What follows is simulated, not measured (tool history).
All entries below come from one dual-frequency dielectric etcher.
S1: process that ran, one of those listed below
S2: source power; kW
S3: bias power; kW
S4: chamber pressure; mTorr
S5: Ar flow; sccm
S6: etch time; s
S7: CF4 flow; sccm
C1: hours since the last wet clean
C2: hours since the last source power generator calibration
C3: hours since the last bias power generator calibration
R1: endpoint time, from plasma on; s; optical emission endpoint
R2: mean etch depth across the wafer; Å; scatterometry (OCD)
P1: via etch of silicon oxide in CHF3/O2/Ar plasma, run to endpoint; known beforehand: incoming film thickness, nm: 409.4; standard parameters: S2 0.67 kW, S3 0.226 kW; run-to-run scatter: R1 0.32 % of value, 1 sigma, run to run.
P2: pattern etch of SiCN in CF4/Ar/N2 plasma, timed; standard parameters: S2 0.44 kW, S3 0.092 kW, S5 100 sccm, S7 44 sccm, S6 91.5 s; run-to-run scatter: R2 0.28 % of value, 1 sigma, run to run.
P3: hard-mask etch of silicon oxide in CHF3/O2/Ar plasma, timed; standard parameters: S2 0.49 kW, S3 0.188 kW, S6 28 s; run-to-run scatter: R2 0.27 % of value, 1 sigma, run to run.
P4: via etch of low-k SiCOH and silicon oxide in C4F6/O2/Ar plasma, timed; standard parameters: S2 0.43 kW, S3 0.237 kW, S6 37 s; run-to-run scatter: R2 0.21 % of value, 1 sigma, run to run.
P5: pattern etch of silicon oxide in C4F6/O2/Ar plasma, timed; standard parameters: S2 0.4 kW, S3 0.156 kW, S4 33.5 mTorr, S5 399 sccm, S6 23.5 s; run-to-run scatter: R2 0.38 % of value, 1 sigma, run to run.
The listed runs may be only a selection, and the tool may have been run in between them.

run	day	S1	S2	S3	S4	S5	S6	S7	C1	C2	C3	R1	R2
1	0.396	P1	0.67	0.226					315.6	2307.4	1398.3	187.29	
2	0.838	P5	0.4	0.156	33.5	399	13		326.2	2318	1408.9		370.61
3	1.2	P5	0.56	0.156	33.5	399	23.5		334.9	2326.7	1417.6		762.14
4	1.55	P4	0.43	0.237			24.5		343.3	2335.1	1426		708.39
5	1.979	P1	0.93	0.167					353.6	2345.4	1436.3	182.13	
6	2.379	P2	0.44	0.092		100	91.5	57	363.2	2355	1445.9		816.23
7	2.754	P5	0.4	0.156	41.5	399	23.5		372.2	2364	1454.9		650.23
8	3.275	P1	0.49	0.226					384.7	2376.5	1467.4	211.02	
9	3.542	P1	0.67	0.147					391.1	2382.9	1473.8	216.12	
10	3.942	P1	0.94	0.226					400.7	2392.5	1483.4	165.57	
11	4.167	P3	0.49	0.188			28		406.1	2397.9	1488.8		527.47
12	4.538	P2	0.44	0.058		100	91.5	44	415	2406.8	1497.7		655.98
13	5.05	P1	0.67	0.226					427.3	2419.1	1510	187.16	
14	5.417	P2	0.44	0.092		100	114	44	436.1	2427.9	1518.8		974.36
15	5.925	P3	0.32	0.188			28		448.3	2440.1	1531		447.61
# day 5.954: wet clean of the chamber
16	6.371	P4	0.43	0.237			37		10	2450.8	1541.7		1067.1
17	6.646	P2	0.53	0.092		100	91.5	44	16.6	2457.4	1548.3		919.72
18	7.146	P5	0.4	0.156	33.5	399	23.5		28.6	2469.4	1560.3		665.1
19	7.579	P1	0.67	0.226					39	2479.8	1570.7	187.51	
20	7.825	P2	0.44	0.092		64	91.5	44	44.9	2485.7	1576.6		829.47
21	8.342	P4	0.43	0.237			37		57.3	2498.1	1589		1072.5
22	8.658	P3	0.49	0.188			28		64.9	2505.7	1596.6		526.67
23	8.904	P1	0.67	0.226					70.8	2511.6	1602.5	185.19	
24	9.225	P3	0.49	0.188			40		78.5	2519.3	1610.2		754.06
25	9.683	P3	0.49	0.235			28		89.5	2530.3	1621.2		570.4
26	10.096	P5	0.4	0.217	33.5	399	23.5		99.4	2540.2	1631.1		741.32
27	10.529	P2	0.44	0.092		100	91.5	44	109.8	2550.6	1641.5		780.78
28	10.779	P5	0.4	0.156	33.5	297	23.5		115.8	2556.6	1647.5		688.12
29	11.042	P1	0.67	0.226					122.1	2562.9	1653.8	185.93	
30	11.338	P1	0.91	0.17					129.2	2570	1660.9	183.1	
31	11.725	P4	0.43	0.162			37		138.5	2579.3	1670.2		944.69
32	12.129	P4	0.25	0.237			37		148.2	2589	1679.9		868.88
33	12.45	P1	0.67	0.278					155.9	2596.7	1687.6	174.16	
34	12.771	P5	0.4	0.156	33.5	399	23.5		163.6	2604.4	1695.3		667.44
35	13.079	P1	0.41	0.284					171	2611.8	1702.7	207.08	
36	13.304	P1	0.67	0.226					176.4	2617.2	1708.1	186.96	
37	13.596	P1	0.67	0.226					183.4	2624.2	1715.1	188.2	
38	14.012	P1	0.67	0.226					193.4	2634.2	1725.1	188.72	
39	14.479	P1	0.67	0.226					204.6	2645.4	1736.3	188.46	
40	14.758	P1	0.67	0.226					211.3	2652.1	1743	189.7	
41	15.283	P1	0.67	0.226					223.9	2664.7	1755.6	189.45	
42	15.662	P1	0.67	0.226					233	2673.8	1764.7	190.31	
# day 15.708: wet clean of the chamber
43	16.054	P1	0.67	0.226					8.3	2683.2	1774.1	188.77	
44	16.283	P1	0.67	0.226					13.8	2688.7	1779.6	190.87	

The next listed run, before its measurement:
45	16.679	P1	0.67	0.226					23.3	2698.2	1789.1	?	

Run 45 produced R1 189.36 s.
